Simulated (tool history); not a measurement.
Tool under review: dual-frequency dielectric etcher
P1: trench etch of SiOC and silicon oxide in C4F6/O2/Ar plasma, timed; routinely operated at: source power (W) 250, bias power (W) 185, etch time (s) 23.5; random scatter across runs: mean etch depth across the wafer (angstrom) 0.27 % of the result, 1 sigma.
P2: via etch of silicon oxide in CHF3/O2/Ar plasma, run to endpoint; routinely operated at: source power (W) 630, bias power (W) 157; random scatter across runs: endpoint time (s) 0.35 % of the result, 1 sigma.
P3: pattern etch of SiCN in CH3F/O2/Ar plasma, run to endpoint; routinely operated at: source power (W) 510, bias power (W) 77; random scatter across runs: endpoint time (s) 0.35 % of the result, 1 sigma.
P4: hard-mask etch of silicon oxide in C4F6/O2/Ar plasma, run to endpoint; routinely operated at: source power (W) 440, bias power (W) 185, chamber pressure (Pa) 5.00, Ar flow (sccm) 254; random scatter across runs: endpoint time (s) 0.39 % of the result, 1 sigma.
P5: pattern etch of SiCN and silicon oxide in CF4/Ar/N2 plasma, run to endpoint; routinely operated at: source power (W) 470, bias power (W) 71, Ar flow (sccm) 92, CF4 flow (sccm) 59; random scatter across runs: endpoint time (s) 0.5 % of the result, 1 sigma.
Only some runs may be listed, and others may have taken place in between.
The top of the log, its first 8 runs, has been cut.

| run | hour | process that ran | source power (W) | bias power (W) | etch time (s) | Ar flow (sccm) | CF4 flow (sccm) | chamber pressure (Pa) | hours since the last wet clean | hours since the last source power generator calibration | hours since the last bias power generator calibration | mean etch depth across the wafer (angstrom) | endpoint time (s) |
|---|---|---|---|---|---|---|---|---|---|---|---|---|---|
| 9 | 62.6 | P2 | 630 | 157 |  |  |  |  | 277.3 | 3031.0 | 412.4 |  | 422.320 |
| 10 | 71.2 | P4 | 560 | 185 |  | 254 |  | 5.00 | 285.9 | 3039.6 | 421.0 |  | 48.525 |
| 11 | 77.2 | P5 | 470 | 71 |  | 54 | 59 |  | 291.9 | 3045.6 | 427.0 |  | 14.929 |
| 12 | 86.0 | P1 | 180 | 185 | 23.5 |  |  |  | 300.7 | 3054.4 | 435.8 | 334.31 |  |
| 13 | 96.1 | P2 | 630 | 103 |  |  |  |  | 310.8 | 3064.5 | 445.9 |  | 476.760 |
| 14 | 103.4 | P1 | 250 | 185 | 23.5 |  |  |  | 318.1 | 3071.8 | 453.2 | 378.22 |  |
| 15 | 113.7 | P4 | 440 | 185 |  | 357 |  | 5.00 | 328.4 | 3082.1 | 463.5 |  | 55.354 |
| 16 | 122.9 | P5 | 470 | 55 |  | 92 | 59 |  | 337.6 | 3091.3 | 472.7 |  | 17.403 |
| 17 | 128.9 | P3 | 510 | 77 |  |  |  |  | 343.6 | 3097.3 | 478.7 |  | 16.111 |
| 18 | 137.3 | P3 | 510 | 77 |  |  |  |  | 352.0 | 3105.7 | 487.1 |  | 16.184 |

Forecast run 19:
| 19 | 142.1 | P1 | 330 | 185 | 23.5 |  |  |  | 356.8 | 3110.5 | 491.9 | ? |  |

{"run 19": {"mean etch depth across the wafer (angstrom)": 421.86}}
